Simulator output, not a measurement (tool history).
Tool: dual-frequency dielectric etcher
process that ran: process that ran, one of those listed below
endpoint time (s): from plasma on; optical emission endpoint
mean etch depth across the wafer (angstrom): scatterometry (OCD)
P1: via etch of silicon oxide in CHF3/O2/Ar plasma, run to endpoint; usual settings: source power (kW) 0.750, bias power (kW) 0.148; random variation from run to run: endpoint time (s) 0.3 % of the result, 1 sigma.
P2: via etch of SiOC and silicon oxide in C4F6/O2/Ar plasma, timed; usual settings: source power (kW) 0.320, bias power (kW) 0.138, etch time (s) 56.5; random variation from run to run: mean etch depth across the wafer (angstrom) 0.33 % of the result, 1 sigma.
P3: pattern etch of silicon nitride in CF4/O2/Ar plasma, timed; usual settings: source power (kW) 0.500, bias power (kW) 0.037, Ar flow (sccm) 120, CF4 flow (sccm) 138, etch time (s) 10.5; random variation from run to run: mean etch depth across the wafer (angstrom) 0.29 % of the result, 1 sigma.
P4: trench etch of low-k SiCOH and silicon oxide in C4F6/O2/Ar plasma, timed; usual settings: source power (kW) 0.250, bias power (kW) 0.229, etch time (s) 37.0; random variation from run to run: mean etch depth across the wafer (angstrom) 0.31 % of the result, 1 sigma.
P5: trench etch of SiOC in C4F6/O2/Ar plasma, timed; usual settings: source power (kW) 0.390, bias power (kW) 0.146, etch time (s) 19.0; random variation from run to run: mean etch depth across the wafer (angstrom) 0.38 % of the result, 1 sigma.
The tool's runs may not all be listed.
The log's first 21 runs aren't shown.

run    day  process that ran  source power (kW)  bias power (kW)  etch time (s)  Ar flow (sccm)  CF4 flow (sccm)  endpoint time (s)  mean etch depth across the wafer (angstrom)
     2.883  -- bias power generator calibrated
 22  2.892                P5              0.550            0.146           19.0                                                                                           438.38
 23  3.021                P3              0.500            0.037           10.5             120              138                                                          180.08
 24  3.108                P1              0.530            0.148                                                             286.05
 25  3.250                P1              1.070            0.148                                                             218.09
 26  3.383                P1              0.750            0.198                                                             226.83
 27  3.567                P1              0.750            0.148                                                             251.08
 28  3.696                P3              0.500            0.037            6.5             120              138                                                          110.96
 29  3.879                P4              0.250            0.229           37.0                                                                                          1043.90
 30  3.979                P3              0.500            0.037           10.5             120               89                                                          169.59
 31  4.062                P4              0.250            0.229           22.0                                                                                           623.84
 32  4.221                P1              0.750            0.148                                                             251.60
 33  4.400                P1              0.750            0.148                                                             249.18
 34  4.508                P1              0.750            0.148                                                             247.09
 35  4.600                P1              0.750            0.148                                                             246.14
     4.725  -- wet clean of the chamber
 36  4.758                P1              0.750            0.148                                                             246.66

The next listed run, before its measurement:
 37  4.858                P1              0.750            0.148                                                                  ?

{"run 37": {"endpoint time (s)": 246.03}}

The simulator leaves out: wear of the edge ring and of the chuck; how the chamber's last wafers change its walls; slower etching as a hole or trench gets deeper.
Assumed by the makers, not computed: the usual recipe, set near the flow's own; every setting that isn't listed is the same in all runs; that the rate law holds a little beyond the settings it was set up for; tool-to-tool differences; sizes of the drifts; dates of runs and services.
